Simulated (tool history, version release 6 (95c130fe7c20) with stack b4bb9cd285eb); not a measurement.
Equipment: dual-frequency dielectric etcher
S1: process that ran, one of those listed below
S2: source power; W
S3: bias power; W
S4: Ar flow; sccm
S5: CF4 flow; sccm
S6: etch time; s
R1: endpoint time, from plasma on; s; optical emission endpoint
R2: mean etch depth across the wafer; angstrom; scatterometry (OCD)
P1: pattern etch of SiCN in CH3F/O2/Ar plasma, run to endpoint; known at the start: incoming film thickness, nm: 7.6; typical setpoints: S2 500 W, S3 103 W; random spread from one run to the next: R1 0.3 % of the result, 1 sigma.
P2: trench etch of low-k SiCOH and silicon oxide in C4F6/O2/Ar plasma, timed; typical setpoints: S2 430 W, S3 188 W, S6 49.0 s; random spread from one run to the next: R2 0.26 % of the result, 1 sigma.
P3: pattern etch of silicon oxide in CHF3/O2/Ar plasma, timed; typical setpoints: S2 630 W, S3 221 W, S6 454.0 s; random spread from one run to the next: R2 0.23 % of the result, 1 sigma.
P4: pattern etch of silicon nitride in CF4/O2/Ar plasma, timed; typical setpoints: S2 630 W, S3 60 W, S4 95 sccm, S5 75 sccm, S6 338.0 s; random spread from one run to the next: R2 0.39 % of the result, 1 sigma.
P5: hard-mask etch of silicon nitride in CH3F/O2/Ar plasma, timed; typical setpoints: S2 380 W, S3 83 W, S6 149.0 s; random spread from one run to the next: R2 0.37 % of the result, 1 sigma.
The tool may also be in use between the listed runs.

Run 1, hour 7.8: S1 P1, S2 500 W, S3 103 W. Result: R1 16.495 s.
Run 2, hour 12.6: S1 P4, S2 630 W, S3 60 W, S4 95 sccm, S5 75 sccm, S6 420.5 s. Result: R2 10236.00 angstrom.
Run 3, hour 17.0: S1 P1, S2 500 W, S3 75 W. Result: R1 18.622 s.
Run 4, hour 24.5: S1 P3, S2 630 W, S3 221 W, S6 454.0 s. Result: R2 10295.00 angstrom.
Run 5, hour 31.5: S1 P2, S2 430 W, S3 188 W, S6 67.5 s. Result: R2 2284.30 angstrom.
Run 6, hour 38.5: S1 P3, S2 630 W, S3 221 W, S6 627.0 s. Result: R2 14215.00 angstrom.
Run 7, hour 43.8: S1 P1, S2 360 W, S3 129 W. Result: R1 17.160 s.
Run 8, hour 49.7: S1 P1, S2 500 W, S3 103 W. Result: R1 16.707 s.
Run 9, hour 56.1: S1 P1, S2 310 W, S3 103 W. Result: R1 19.760 s.
Run 10, hour 63.8: S1 P5, S2 380 W, S3 116 W, S6 149.0 s. Result: R2 1224.10 angstrom.
Run 11, hour 70.5: S1 P1, S2 500 W, S3 103 W. Result: R1 16.661 s.
Run 12, hour 76.6: S1 P4, S2 860 W, S3 60 W, S4 95 sccm, S5 75 sccm, S6 338.0 s. Result: R2 10803.00 angstrom.
Run 13, hour 86.1: S1 P2, S2 530 W, S3 188 W, S6 49.0 s. Result: R2 1804.50 angstrom.
Run 14, hour 92.3: S1 P5, S2 280 W, S3 83 W, S6 149.0 s. Result: R2 975.49 angstrom.
At hour 95.9: source power generator calibrated.
Run 15, hour 101.0: S1 P1, S2 610 W, S3 103 W. Result: R1 15.452 s.
Run 16, hour 110.2: S1 P5, S2 380 W, S3 83 W, S6 149.0 s. Result: R2 1082.60 angstrom.
Run 17, hour 116.7: S1 P4, S2 630 W, S3 60 W, S4 95 sccm, S5 104 sccm, S6 338.0 s. Result: R2 8575.90 angstrom.
Run 18, hour 122.0: S1 P1, S2 500 W, S3 103 W. Result: R1 16.616 s.
Run 19, hour 131.4: S1 P3, S2 630 W, S3 142 W, S6 454.0 s. Result: R2 8913.10 angstrom.
Run 20, hour 139.4: S1 P1, S2 500 W, S3 103 W. Result: R1 16.494 s.
Run 21, hour 146.1: S1 P3, S2 780 W, S3 221 W, S6 454.0 s. Result: R2 11152.00 angstrom.
Run 22, hour 154.0: S1 P5, S2 380 W, S3 83 W, S6 82.0 s. Result: R2 598.86 angstrom.
Run 23, hour 158.6: S1 P4, S2 630 W, S3 42 W, S4 95 sccm, S5 75 sccm, S6 338.0 s. Result: R2 7268.60 angstrom.
Run 24, hour 166.8: S1 P1, S2 660 W, S3 142 W. Result: R1 13.241 s.
Run 25, hour 172.2: S1 P4, S2 630 W, S3 60 W, S4 95 sccm, S5 75 sccm, S6 338.0 s. Result: R2 8263.80 angstrom.
Run 26, hour 177.3: S1 P5, S2 380 W, S3 83 W, S6 149.0 s. Result: R2 1092.30 angstrom.
Run 27, hour 181.6: S1 P1, S2 500 W, S3 131 W. Result: R1 15.123 s.
Run 28, hour 190.4: S1 P4, S2 630 W, S3 60 W, S4 131 sccm, S5 75 sccm, S6 338.0 s. Result: R2 7927.10 angstrom.
Run 29, hour 195.8: S1 P2, S2 430 W, S3 152 W, S6 49.0 s. Result: R2 1555.90 angstrom.

For run 30, what comes out?
Run 30, hour 204.8: S1 P2, S2 430 W, S3 188 W, S6 49.0 s. Result: R2 ?.

Run 30 measured R2 1653.60 angstrom.
